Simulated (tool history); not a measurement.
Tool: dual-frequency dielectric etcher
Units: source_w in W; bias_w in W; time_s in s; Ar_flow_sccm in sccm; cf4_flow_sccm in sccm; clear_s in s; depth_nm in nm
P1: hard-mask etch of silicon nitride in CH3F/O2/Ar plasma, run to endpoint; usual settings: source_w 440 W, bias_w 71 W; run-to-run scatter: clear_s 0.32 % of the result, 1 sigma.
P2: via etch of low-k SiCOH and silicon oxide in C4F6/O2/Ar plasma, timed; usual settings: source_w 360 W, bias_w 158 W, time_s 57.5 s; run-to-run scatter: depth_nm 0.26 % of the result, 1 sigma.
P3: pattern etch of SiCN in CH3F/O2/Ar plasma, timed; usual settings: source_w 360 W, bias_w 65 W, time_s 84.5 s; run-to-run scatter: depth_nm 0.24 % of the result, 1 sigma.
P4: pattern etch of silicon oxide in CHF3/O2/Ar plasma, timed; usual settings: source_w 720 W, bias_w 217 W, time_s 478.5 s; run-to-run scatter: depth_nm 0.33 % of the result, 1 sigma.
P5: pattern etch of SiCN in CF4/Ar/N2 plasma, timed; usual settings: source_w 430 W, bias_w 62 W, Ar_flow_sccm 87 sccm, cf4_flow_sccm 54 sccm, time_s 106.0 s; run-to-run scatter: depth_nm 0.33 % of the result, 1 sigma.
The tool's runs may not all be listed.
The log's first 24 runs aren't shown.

run   hour  process  source_w  bias_w  time_s  Ar_flow_sccm  cf4_flow_sccm  hours since the last wet clean  hours since the last source power generator calibration  hours since the last bias power generator calibration  clear_s  depth_nm
     322.9  -- bias power generator calibrated
 25  331.2       P5       430      62   106.0            87             54                           661.2                                                    283.1                                                    8.4             81.328
 26  349.2       P1       440      71                                                                679.2                                                    301.1                                                   26.4   74.366
 27  361.4       P5       430      62    69.0            87             54                           691.4                                                    313.3                                                   38.6             53.120
 28  373.2       P4       720     217   591.0                                                        703.2                                                    325.1                                                   50.4           1309.000
 29  387.5       P1       370      57                                                                717.5                                                    339.4                                                   64.7   85.694
 30  401.8       P2       360     158    41.0                                                        731.8                                                    353.7                                                   79.0             99.898
 31  416.4       P1       440      49                                                                746.4                                                    368.3                                                   93.6   83.570
 32  429.0       P4       420     217   478.5                                                        759.0                                                    380.9                                                  106.2            863.460
 33  445.4       P3       360      65   122.0                                                        775.4                                                    397.3                                                  122.6             42.369
 34  461.5       P1       440      71                                                                791.5                                                    413.4                                                  138.7   74.470
 35  477.5       P1       440      71                                                                807.5                                                    429.4                                                  154.7   74.262

The next listed run, before its measurement:
 36  491.6       P1       440      71                                                                821.6                                                    443.5                                                  168.8        ?

{"run 36": {"clear_s": 75.137}}
